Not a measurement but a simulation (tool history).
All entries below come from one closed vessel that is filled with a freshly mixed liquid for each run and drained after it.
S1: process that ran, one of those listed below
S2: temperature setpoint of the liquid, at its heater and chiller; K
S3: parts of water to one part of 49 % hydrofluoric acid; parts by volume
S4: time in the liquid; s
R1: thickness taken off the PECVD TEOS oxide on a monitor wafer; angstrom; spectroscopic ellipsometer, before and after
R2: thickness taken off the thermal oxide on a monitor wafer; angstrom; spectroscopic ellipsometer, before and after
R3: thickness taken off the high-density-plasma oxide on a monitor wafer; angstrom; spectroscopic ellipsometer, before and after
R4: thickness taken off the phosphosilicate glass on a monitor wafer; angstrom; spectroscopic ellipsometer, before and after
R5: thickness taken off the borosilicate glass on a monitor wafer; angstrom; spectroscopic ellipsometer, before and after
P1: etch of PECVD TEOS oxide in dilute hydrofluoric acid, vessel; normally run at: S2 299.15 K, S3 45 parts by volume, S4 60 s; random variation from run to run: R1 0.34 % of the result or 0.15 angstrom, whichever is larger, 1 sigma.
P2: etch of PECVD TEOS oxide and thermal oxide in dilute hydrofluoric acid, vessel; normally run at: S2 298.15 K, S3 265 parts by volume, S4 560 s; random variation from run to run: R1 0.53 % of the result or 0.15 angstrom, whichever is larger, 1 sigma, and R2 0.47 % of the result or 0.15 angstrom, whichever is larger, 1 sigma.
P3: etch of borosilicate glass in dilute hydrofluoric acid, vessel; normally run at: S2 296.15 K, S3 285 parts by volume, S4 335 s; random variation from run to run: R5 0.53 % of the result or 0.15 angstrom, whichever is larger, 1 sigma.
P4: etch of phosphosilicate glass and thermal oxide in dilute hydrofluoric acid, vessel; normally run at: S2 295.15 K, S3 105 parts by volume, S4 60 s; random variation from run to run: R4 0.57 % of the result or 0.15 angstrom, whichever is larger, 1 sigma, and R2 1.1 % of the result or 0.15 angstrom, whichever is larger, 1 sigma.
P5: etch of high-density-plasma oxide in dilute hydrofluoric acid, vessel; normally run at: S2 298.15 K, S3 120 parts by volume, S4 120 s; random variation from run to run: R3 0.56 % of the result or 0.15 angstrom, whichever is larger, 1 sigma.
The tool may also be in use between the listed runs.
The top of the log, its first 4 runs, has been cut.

run 5 hour=49.4 | S1=P2 S2=298.15 S3=480 S4=560 | R1=149.440 R2=39.956
run 6 hour=55.2 | S1=P1 S2=299.15 S3=45 S4=60 | R1=170.890
run 7 hour=65.9 | S1=P1 S2=295.15 S3=45 S4=30 | R1=72.675
run 8 hour=77.8 | S1=P5 S2=298.15 S3=120 S4=60 | R3=55.683
run 9 hour=83.8 | S1=P2 S2=298.15 S3=265 S4=845 | R1=504.130 R2=134.460
run 10 hour=92.0 | S1=P4 S2=295.15 S3=170 S4=60 | R2=14.322 R4=255.52
run 11 hour=101.7 | S1=P2 S2=298.15 S3=265 S4=560 | R1=333.280 R2=87.774
run 12 hour=113.0 | S1=P4 S2=301.65 S3=105 S4=60 | R2=33.304 R4=574.64
run 13 hour=119.8 | S1=P1 S2=295.15 S3=45 S4=60 | R1=145.860
run 14 hour=127.4 | S1=P3 S2=296.15 S3=285 S4=630 | R5=511.43
run 15 hour=134.3 | S1=P1 S2=299.15 S3=45 S4=120 | R1=342.760
run 16 hour=141.2 | S1=P3 S2=296.15 S3=70 S4=335 | R5=1405.10
run 17 hour=148.7 | S1=P1 S2=306.65 S3=45 S4=115 | R1=441.270
run 18 hour=154.1 | S1=P5 S2=293.15 S3=120 S4=120 | R3=90.813
run 19 hour=165.1 | S1=P1 S2=299.15 S3=45 S4=60 | R1=173.450
run 20 hour=170.4 | S1=P1 S2=299.15 S3=45 S4=60 | R1=171.170
run 21 hour=177.2 | S1=P5 S2=298.15 S3=50 S4=120 | R3=288.640
run 22 hour=183.6 | S1=P4 S2=295.15 S3=105 S4=30 | R2=12.422 R4=224.21
run 23 hour=195.3 | S1=P3 S2=296.15 S3=285 S4=335 | R5=273.31
run 24 hour=205.7 | S1=P3 S2=296.15 S3=285 S4=335 | R5=274.03
run 25 hour=212.1 | S1=P4 S2=295.15 S3=105 S4=60 | R2=25.417 R4=441.90
run 26 hour=217.7 | S1=P3 S2=301.15 S3=285 S4=335 | R5=325.54
run 27 hour=226.7 | S1=P5 S2=298.15 S3=120 S4=120 | R3=111.390
run 28 hour=238.1 | S1=P1 S2=299.15 S3=75 S4=60 | R1=98.732
run 29 hour=245.5 | S1=P1 S2=305.15 S3=45 S4=60 | R1=217.980

Run 30, settings as shown, results not yet in. Your forecast:
run 30 hour=252.9 | S1=P1 S2=299.15 S3=20 S4=60 | R1=?

Run 30 gave R1 401.420 angstrom.
